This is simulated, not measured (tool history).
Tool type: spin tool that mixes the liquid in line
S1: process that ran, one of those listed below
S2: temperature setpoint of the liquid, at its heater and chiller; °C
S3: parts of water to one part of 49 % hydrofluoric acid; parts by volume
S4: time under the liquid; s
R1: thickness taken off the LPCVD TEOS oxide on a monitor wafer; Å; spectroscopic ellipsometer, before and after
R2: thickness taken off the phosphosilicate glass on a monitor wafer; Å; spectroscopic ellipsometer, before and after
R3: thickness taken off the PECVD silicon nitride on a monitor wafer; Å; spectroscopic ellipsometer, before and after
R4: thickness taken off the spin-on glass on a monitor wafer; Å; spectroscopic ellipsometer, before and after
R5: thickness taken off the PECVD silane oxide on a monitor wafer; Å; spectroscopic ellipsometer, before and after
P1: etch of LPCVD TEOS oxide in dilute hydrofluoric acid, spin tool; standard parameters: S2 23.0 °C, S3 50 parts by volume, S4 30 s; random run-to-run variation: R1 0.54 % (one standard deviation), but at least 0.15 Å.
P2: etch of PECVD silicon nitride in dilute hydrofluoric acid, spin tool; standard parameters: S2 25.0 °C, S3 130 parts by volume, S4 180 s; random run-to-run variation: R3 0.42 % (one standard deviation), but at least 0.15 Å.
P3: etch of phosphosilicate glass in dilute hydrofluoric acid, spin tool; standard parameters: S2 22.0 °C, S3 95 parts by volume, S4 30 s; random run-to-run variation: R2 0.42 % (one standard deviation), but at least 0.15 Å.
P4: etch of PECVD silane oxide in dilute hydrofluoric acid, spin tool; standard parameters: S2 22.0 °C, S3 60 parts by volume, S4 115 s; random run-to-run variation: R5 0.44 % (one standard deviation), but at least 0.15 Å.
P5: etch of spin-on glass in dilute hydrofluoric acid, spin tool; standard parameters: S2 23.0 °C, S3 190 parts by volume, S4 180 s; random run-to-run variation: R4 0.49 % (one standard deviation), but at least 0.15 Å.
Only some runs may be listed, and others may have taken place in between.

{"run": 1, "hour": 2.2, "S1": "P1", "S2": 23.0, "S3": 50, "S4": 30, "R1": 340.49}
{"run": 2, "hour": 5.0, "S1": "P3", "S2": 22.0, "S3": 40, "S4": 30, "R2": 510.31}
{"run": 3, "hour": 7.6, "S1": "P1", "S2": 23.0, "S3": 70, "S4": 30, "R1": 237.67}
{"run": 4, "hour": 10.6, "S1": "P2", "S2": 19.5, "S3": 130, "S4": 180, "R3": 34.203}
{"run": 5, "hour": 13.2, "S1": "P3", "S2": 17.0, "S3": 95, "S4": 30, "R2": 162.84}
{"run": 6, "hour": 17.3, "S1": "P3", "S2": 22.0, "S3": 95, "S4": 50, "R2": 334.74}
{"run": 7, "hour": 21.2, "S1": "P2", "S2": 25.0, "S3": 130, "S4": 180, "R3": 49.677}
{"run": 8, "hour": 24.1, "S1": "P1", "S2": 23.0, "S3": 50, "S4": 15, "R1": 170.05}
{"run": 9, "hour": 26.3, "S1": "P3", "S2": 22.0, "S3": 95, "S4": 30, "R2": 200.24}
{"run": 10, "hour": 29.7, "S1": "P1", "S2": 23.0, "S3": 50, "S4": 30, "R1": 340.78}
{"run": 11, "hour": 31.9, "S1": "P2", "S2": 25.0, "S3": 35, "S4": 180, "R3": 179.71}
{"run": 12, "hour": 35.2, "S1": "P5", "S2": 23.0, "S3": 30, "S4": 180, "R4": 2853.1}
{"run": 13, "hour": 39.1, "S1": "P1", "S2": 23.0, "S3": 50, "S4": 30, "R1": 337.66}
{"run": 14, "hour": 41.8, "S1": "P1", "S2": 23.0, "S3": 50, "S4": 30, "R1": 343.07}
{"run": 15, "hour": 44.2, "S1": "P5", "S2": 23.0, "S3": 190, "S4": 180, "R4": 374.02}
{"run": 16, "hour": 46.8, "S1": "P4", "S2": 22.0, "S3": 60, "S4": 115, "R5": 577.73}
{"run": 17, "hour": 50.2, "S1": "P4", "S2": 22.0, "S3": 60, "S4": 115, "R5": 576.6}
{"run": 18, "hour": 54.3, "S1": "P1", "S2": 23.0, "S3": 20, "S4": 30, "R1": 880.7}
{"hour": 55.2, "done": "thermometer replaced"}
{"run": 19, "hour": 58.6, "S1": "P5", "S2": 23.0, "S3": 190, "S4": 40, "R4": 83.409}
{"run": 20, "hour": 60.7, "S1": "P3", "S2": 22.0, "S3": 95, "S4": 30, "R2": 200.42}
{"run": 21, "hour": 64.0, "S1": "P1", "S2": 23.0, "S3": 50, "S4": 55, "R1": 628.31}
{"run": 22, "hour": 68.5, "S1": "P1", "S2": 23.0, "S3": 50, "S4": 30, "R1": 339.73}
{"run": 23, "hour": 71.9, "S1": "P4", "S2": 22.0, "S3": 60, "S4": 225, "R5": 1132.8}
{"run": 24, "hour": 74.9, "S1": "P1", "S2": 23.0, "S3": 50, "S4": 30, "R1": 340.72}
{"run": 25, "hour": 79.1, "S1": "P5", "S2": 17.0, "S3": 190, "S4": 180, "R4": 296.35}
{"run": 26, "hour": 81.6, "S1": "P1", "S2": 23.0, "S3": 30, "S4": 15, "R1": 291.33}
{"run": 27, "hour": 84.4, "S1": "P1", "S2": 29.0, "S3": 50, "S4": 30, "R1": 432.72}
{"run": 28, "hour": 87.5, "S1": "P1", "S2": 18.0, "S3": 50, "S4": 30, "R1": 275.68}
{"run": 29, "hour": 90.4, "S1": "P2", "S2": 25.0, "S3": 130, "S4": 315, "R3": 86.258}
{"run": 30, "hour": 92.3, "S1": "P5", "S2": 23.0, "S3": 190, "S4": 180, "R4": 373.85}
{"run": 31, "hour": 96.8, "S1": "P4", "S2": 29.0, "S3": 60, "S4": 115, "R5": 767.77}
{"run": 32, "hour": 99.1, "S1": "P4", "S2": 22.0, "S3": 95, "S4": 115, "R5": 352.94}
{"run": 33, "hour": 102.6, "S1": "P1", "S2": 23.0, "S3": 50, "S4": 30, "R1": 341.99}
{"run": 34, "hour": 106.4, "S1": "P1", "S2": 23.0, "S3": 50, "S4": 30, "R1": 353.63}
{"run": 35, "hour": 110.2, "S1": "P1", "S2": 23.0, "S3": 50, "S4": 30, "R1": 360.08}
{"run": 36, "hour": 112.7, "S1": "P1", "S2": 23.0, "S3": 50, "S4": 30, "R1": 360.03}
{"run": 37, "hour": 115.7, "S1": "P1", "S2": 23.0, "S3": 50, "S4": 30, "R1": 365.3}
{"run": 38, "hour": 118.8, "S1": "P1", "S2": 23.0, "S3": 50, "S4": 30, "R1": 368.5}
{"run": 39, "hour": 122.8, "S1": "P1", "S2": 23.0, "S3": 50, "S4": 30, "R1": 367.63}
{"run": 40, "hour": 126.1, "S1": "P1", "S2": 23.0, "S3": 50, "S4": 30, "R1": 372.99}
{"run": 41, "hour": 130.1, "S1": "P1", "S2": 23.0, "S3": 50, "S4": 30, "R1": 368.94}
{"run": 42, "hour": 134.4, "S1": "P1", "S2": 23.0, "S3": 50, "S4": 30, "R1": 370.43}
{"run": 43, "hour": 136.6, "S1": "P1", "S2": 23.0, "S3": 50, "S4": 30, "R1": 375.11}
{"run": 44, "hour": 138.8, "S1": "P1", "S2": 23.0, "S3": 50, "S4": 30, "R1": 367.44}

P1 has crept away from where it was. The log is fitted equally well by each of these 2 causes, at the sizes shown:
A: liquid hotter than its thermometer reads (K) = 2.06
B: hydrofluoric acid flow above the setpoint (%) = 8.26
The drift started at roughly hour 102.6.

Below are 4 check runs, each on a single wafer, with their results shown as question marks. Which of them would tell the listed causes apart, meaning the causes would give clearly different results under it?
{"run": "check 1", "hour": 141.0, "S1": "P2", "S2": 22.0, "S3": 60, "S4": 180, "R3": "?"}
{"run": "check 2", "hour": 141.0, "S1": "P5", "S2": 23.0, "S3": 130, "S4": 180, "R4": "?"}
{"run": "check 3", "hour": 141.0, "S1": "P4", "S2": 28.0, "S3": 60, "S4": 200, "R5": "?"}
{"run": "check 4", "hour": 141.0, "S1": "P3", "S2": 17.0, "S3": 95, "S4": 30, "R2": "?"}

What each check would give under each cause:
check=check_1 result=R3 if_A=99.658 if_B=93.698
check=check_2 result=R4 if_A=634.920 if_B=641.940
check=check_3 result=R5 if_A=1393.60 if_B=1401.00
check=check_4 result=R2 if_A=177.70 if_B=177.81
Distance between the nearest two causes, measured in the result of the check that separates them most: check 1 6.17 %; check 2 1.1 %; check 3 0.53 %; check 4 0.06 %
Only in check 1 would the causes give clearly different results; in the remaining checks their results would be nearly the same.

With check 1 done, the readings were: R3 100.460 Å. Identify which of the listed causes applies.

A is the cause: liquid hotter than its thermometer reads (K).
